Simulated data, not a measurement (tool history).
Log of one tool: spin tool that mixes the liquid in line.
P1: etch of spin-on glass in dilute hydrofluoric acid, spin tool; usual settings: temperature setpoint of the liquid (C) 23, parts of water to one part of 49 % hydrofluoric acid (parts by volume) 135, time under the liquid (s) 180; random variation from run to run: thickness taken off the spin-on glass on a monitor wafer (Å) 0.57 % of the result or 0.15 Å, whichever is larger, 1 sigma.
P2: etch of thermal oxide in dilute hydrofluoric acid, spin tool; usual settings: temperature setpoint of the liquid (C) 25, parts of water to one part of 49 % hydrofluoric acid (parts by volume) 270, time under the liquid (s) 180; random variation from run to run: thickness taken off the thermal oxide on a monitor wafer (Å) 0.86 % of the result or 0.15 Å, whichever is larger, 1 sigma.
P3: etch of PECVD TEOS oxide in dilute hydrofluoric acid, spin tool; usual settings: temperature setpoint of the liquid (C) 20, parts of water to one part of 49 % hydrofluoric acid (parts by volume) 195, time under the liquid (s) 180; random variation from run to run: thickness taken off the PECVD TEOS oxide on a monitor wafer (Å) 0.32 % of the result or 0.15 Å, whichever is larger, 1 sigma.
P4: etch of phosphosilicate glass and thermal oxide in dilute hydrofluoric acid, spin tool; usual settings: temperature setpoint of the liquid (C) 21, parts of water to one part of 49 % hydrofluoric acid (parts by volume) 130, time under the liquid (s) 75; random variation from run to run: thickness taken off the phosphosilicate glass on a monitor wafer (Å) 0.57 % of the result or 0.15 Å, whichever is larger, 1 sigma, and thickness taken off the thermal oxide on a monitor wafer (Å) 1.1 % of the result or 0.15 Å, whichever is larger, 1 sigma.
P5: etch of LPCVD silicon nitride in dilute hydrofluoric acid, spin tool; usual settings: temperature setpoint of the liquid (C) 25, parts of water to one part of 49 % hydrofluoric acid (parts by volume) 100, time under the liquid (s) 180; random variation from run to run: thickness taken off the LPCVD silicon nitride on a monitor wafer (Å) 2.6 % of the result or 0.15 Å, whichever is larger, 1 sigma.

run,hour,process that ran,temperature setpoint of the liquid (C),parts of water to one part of 49 % hydrofluoric acid (parts by volume),time under the liquid (s),hours since the thermometer was replaced,hours since the hydrofluoric acid flow meter was replaced,thickness taken off the spin-on glass on a monitor wafer (Å),thickness taken off the thermal oxide on a monitor wafer (Å),thickness taken off the PECVD TEOS oxide on a monitor wafer (Å),thickness taken off the LPCVD silicon nitride on a monitor wafer (Å),thickness taken off the phosphosilicate glass on a monitor wafer (Å)
1,2.4,P1,23,135,180,649.6,415.4,258.88,,,,
2,6,P2,18,270,180,653.2,419,,21.466,,,
3,10.2,P1,23,135,180,657.4,423.2,258.45,,,,
4,14.2,P2,25,270,180,661.4,427.2,,26.672,,,
5,18.6,P2,25,270,20,665.8,431.6,,2.9513,,,
6,22.5,P3,20,195,15,669.7,435.5,,,10.535,,
7,27.1,P5,25,100,180,674.3,440.1,,,,8.9421,
8,29.9,P4,21,130,75,677.1,442.9,,23.865,,,473.35
9,33.8,P1,23,135,35,681,446.8,50.225,,,,
10,38.1,P1,23,135,290,685.3,451.1,417.75,,,,
11,40.2,P1,23,135,180,687.4,453.2,256.56,,,,
12,44.9,P1,17,135,95,692.1,457.9,106.85,,,,
13,47.5,P1,19,135,180,694.7,460.5,218.5,,,,
14,49.7,P1,30,135,180,696.9,462.7,335.78,,,,
15,51.9,P3,20,355,180,699.1,464.9,,,58.99,,
16,55.6,P3,17,195,180,702.8,468.6,,,110.5,,
17,58.8,P4,21,200,75,706,471.8,,14.415,,,285.76
18,62.5,P5,25,45,180,709.7,475.5,,,,18.517,
19,65.6,P5,25,100,180,712.8,478.6,,,,8.7064,
20,69.1,P3,20,195,180,716.3,482.1,,,124.75,,
21,73.1,P1,17,185,180,720.3,486.1,141.16,,,,
22,77.3,P4,21,130,15,724.5,490.3,,4.7809,,,93.334
23,79.7,P2,25,75,180,726.9,492.7,,121.74,,,
24,83.5,P5,17,100,180,730.7,496.5,,,,5.2207,
25,86.4,P1,23,65,180,733.6,499.4,574.04,,,,
26,89.9,P1,23,135,180,737.1,502.9,259.01,,,,
27,93,P1,23,135,180,740.2,506,257.46,,,,
28,96.3,P5,25,100,95,743.5,509.3,,,,4.747,
29,98.4,P4,28,130,75,745.6,511.4,,32.187,,,617.14
30,102.7,P1,23,235,180,749.9,515.7,134.49,,,,
31,106.3,P1,23,135,180,753.5,519.3,256.49,,,,
32,109.1,P1,23,135,180,756.3,522.1,247.87,,,,
33,112.7,P1,23,135,180,759.9,525.7,244.05,,,,
34,116.7,P1,23,135,180,763.9,529.7,238.52,,,,
35,120,P1,23,135,180,767.2,533,238.02,,,,
36,123.1,P1,23,135,180,770.3,536.1,234.23,,,,
37,125.6,P1,23,135,180,772.8,538.6,234.61,,,,
38,128.7,P1,23,135,180,775.9,541.7,235.21,,,,
39,131.3,P1,23,135,180,778.5,544.3,235.07,,,,

What P1 gives has crept away from where it was. These 2 causes fit the log equally well, each at the size given:
A: hydrofluoric acid flow below the setpoint (%) = 7.94
B: liquid colder than its thermometer reads (K) = 2.43
The creep began at about hour 106.3.

4 check runs are offered, each on 5 wafers whose results are averaged, their results left as question marks. Which one tells the causes apart?
check 1,133.9,P5,17.5,45,180,,,,,,?,
check 2,133.9,P4,24.5,130,30,,,,?,,,?
check 3,133.9,P3,17,195,180,,,,,?,,
check 4,133.9,P2,25,90,90,,,,?,,,

What each check would give under each cause:
check,result,if A,if B
check 1,thickness taken off the LPCVD silicon nitride on a monitor wafer (Å),10.655,9.7005
check 2,thickness taken off the thermal oxide on a monitor wafer (Å),10.089,10.1
check 2,thickness taken off the phosphosilicate glass on a monitor wafer (Å),196.36,196.57
check 3,thickness taken off the PECVD TEOS oxide on a monitor wafer (Å),99.899,99.863
check 4,thickness taken off the thermal oxide on a monitor wafer (Å),45.401,45.192
How far apart the two closest causes lie, in the result that separates them most: check 1 9.39 %; check 2 0.11 %; check 3 0.04 %; check 4 0.46 %
Only check 1 tells the causes apart: in the others they would give nearly the same result.

Check 1 was then run and gave: thickness taken off the LPCVD silicon nitride on a monitor wafer (Å) 10.462. Which cause is it?

It is A: hydrofluoric acid flow below the setpoint (%).
